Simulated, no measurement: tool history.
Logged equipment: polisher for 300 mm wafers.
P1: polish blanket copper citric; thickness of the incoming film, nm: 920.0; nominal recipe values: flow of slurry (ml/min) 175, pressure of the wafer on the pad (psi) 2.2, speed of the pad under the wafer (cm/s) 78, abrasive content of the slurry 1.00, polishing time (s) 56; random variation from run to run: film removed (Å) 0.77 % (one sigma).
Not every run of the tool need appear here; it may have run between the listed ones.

run,hour,flow of slurry (ml/min),pressure of the wafer on the pad (psi),speed of the pad under the wafer (cm/s),abrasive content of the slurry,polishing time (s),wafers polished on this pad,hours since the slurry nozzle was cleaned,hours since the head pressure was calibrated,hours since the slurry blender was calibrated,film removed (Å)
1,8.3,175,2.2,78,1.00,56,914,43.9,712.7,139.8,645.84
2,14.1,175,2.2,78,1.00,56,987,49.7,718.5,145.6,645.32
3,22.0,175,2.2,58,1.00,56,1086,57.6,726.4,153.5,490.93
# hour 22.7: slurry nozzle cleaned
4,28.4,175,2.2,78,1.40,56,1166,5.7,732.8,159.9,706.66
5,38.3,175,2.2,78,1.00,25,1290,15.6,742.7,169.8,291.22
6,46.1,175,3.1,78,1.00,56,1387,23.4,750.5,177.6,902.58
7,56.1,175,2.2,78,1.00,81,1512,33.4,760.5,187.6,936.25
8,65.3,175,2.2,78,1.00,56,1628,42.6,769.7,196.8,636.21
9,74.0,175,1.0,78,1.00,56,1736,51.3,778.4,205.5,314.16
10,79.3,175,2.2,78,0.75,56,1803,56.6,783.7,210.8,612.77
11,89.4,265,2.2,78,1.00,82,1929,66.7,793.8,220.9,994.56
12,99.8,105,2.2,78,1.00,56,2059,77.1,804.2,231.3,580.26
13,106.9,175,2.2,78,1.00,56,2148,84.2,811.3,238.4,650.96
14,114.6,175,2.2,78,1.00,56,2244,91.9,819.0,246.1,658.36
15,122.2,125,2.2,106,1.00,56,2340,99.5,826.6,253.7,822.96
16,132.0,175,2.2,78,1.00,56,2462,109.3,836.4,263.5,657.47

Run 17 has not been measured yet. What should we expect?
17,137.9,175,2.2,118,1.00,56,2536,115.2,842.3,269.4,?

Run 17 came out at film removed (Å) 981.18.
